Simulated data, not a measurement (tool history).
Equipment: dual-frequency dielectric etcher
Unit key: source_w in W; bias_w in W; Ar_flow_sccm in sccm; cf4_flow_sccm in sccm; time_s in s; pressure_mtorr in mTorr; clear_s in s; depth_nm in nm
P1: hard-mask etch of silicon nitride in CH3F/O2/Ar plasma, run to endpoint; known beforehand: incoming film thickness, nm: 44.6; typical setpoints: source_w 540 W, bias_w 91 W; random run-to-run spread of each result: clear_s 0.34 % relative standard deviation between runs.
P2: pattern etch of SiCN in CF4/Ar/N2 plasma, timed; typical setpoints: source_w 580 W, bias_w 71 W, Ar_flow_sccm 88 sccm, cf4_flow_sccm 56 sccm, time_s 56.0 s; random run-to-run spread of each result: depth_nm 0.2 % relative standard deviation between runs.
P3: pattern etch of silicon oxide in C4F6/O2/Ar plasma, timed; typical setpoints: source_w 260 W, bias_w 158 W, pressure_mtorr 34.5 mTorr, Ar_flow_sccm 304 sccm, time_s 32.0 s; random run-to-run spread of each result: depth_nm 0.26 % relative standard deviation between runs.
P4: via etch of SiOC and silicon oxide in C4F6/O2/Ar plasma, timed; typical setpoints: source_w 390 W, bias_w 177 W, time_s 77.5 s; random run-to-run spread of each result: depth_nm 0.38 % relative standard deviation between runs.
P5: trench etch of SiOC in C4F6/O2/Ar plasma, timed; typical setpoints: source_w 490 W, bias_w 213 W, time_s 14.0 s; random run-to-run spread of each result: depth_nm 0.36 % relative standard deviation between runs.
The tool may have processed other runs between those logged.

run,hour,process,source_w,bias_w,Ar_flow_sccm,cf4_flow_sccm,time_s,pressure_mtorr,clear_s,depth_nm
1,4.3,P1,540,91,,,,,54.593,
2,8.0,P2,580,89,88,56,56.0,,,63.185
3,12.3,P3,260,158,304,,32.0,34.5,,79.766
4,16.4,P4,390,177,,,77.5,,,87.597
5,22.4,P3,260,158,304,,17.5,34.5,,43.799
6,25.3,P1,540,91,,,,,54.424,
7,29.8,P1,540,91,,,,,54.538,
8,34.0,P3,260,158,201,,32.0,34.5,,83.971
9,38.3,P1,730,75,,,,,51.791,
10,43.1,P5,490,213,,,17.5,,,41.098
11,46.6,P1,370,74,,,,,66.992,
12,51.9,P2,580,71,88,56,56.0,,,58.262
13,57.6,P5,490,133,,,14.0,,,28.405
14,63.9,P1,720,91,,,,,48.790,
15,70.1,P2,580,71,88,76,56.0,,,61.113
16,73.5,P5,490,213,,,14.0,,,33.124
17,76.7,P1,400,91,,,,,61.065,
18,80.8,P4,390,177,,,108.0,,,121.700
19,85.4,P1,540,91,,,,,54.598,
20,89.1,P4,550,177,,,77.5,,,100.140
21,93.2,P1,540,60,,,,,62.674,
22,99.5,P2,580,71,120,56,56.0,,,55.206
# hour 103.4: bias power generator calibrated
23,104.6,P1,540,110,,,,,50.741,
24,110.4,P1,690,55,,,,,58.356,
25,114.3,P5,640,213,,,14.0,,,36.627
26,118.0,P2,580,71,88,56,82.5,,,85.696
27,122.4,P2,410,71,88,56,56.0,,,42.866
28,125.3,P3,350,158,304,,32.0,34.5,,89.805
29,130.7,P1,540,91,,,,,54.256,
30,136.0,P4,390,177,,,77.5,,,87.780
31,140.0,P2,580,71,88,56,56.0,,,58.176
32,145.5,P4,390,234,,,77.5,,,96.465
33,151.4,P3,260,158,304,,32.0,44.0,,77.782
34,156.8,P3,260,204,304,,32.0,34.5,,87.006
35,161.1,P1,540,91,,,,,54.521,
36,165.4,P1,540,91,,,,,54.759,
37,171.1,P1,540,91,,,,,55.074,
# hour 175.1: wet clean of the chamber
38,176.7,P1,540,91,,,,,55.023,
39,180.3,P1,540,91,,,,,55.211,
40,184.8,P1,540,91,,,,,55.397,
41,188.5,P1,540,91,,,,,55.151,
42,194.7,P1,540,91,,,,,55.480,
43,197.8,P1,540,91,,,,,55.257,

Compared with where it was, what P1 gives has crept away. Each cause listed below fits the log as well as the rest, at the size given for it:
A: source power that arrives under what is set, % = 4.42
B: bias power that arrives under what is set, % = 4.74
The creep began at about hour 161.1.
Ruled out, with reasons:
chamber walls in a state that lowers the etch rate, %: maintenance at hour 175.1, after the shift began, did not return the process to its former output

Question marks stand in for the results of the 4 check runs listed below, each run on one wafer. Under which run would the listed causes show clearly different results?
check 1,200.9,P5,490,213,,,17.0,,,?
check 2,200.9,P2,580,86,112,56,56.0,,,?
check 3,200.9,P3,260,199,304,,22.5,34.5,,?
check 4,200.9,P4,390,177,,,96.0,,,?

If the cause were each of the candidates in turn, the checks would give the following:
check,result,if A,if B
check 1,depth_nm,39.253,39.327
check 2,depth_nm,57.704,58.949
check 3,depth_nm,59.544,59.620
check 4,depth_nm,107.180,107.390
Distance between the nearest two causes, measured in the result of the check that separates them most: check 1 0.19 %; check 2 2.14 %; check 3 0.13 %; check 4 0.2 %
Only in check 2 would the causes give clearly different results; in the remaining checks their results would be nearly the same.

With check 2 done, the readings were: depth_nm 58.875 nm. Identify which of the listed causes applies.

B is the cause: bias power that arrives under what is set, %.

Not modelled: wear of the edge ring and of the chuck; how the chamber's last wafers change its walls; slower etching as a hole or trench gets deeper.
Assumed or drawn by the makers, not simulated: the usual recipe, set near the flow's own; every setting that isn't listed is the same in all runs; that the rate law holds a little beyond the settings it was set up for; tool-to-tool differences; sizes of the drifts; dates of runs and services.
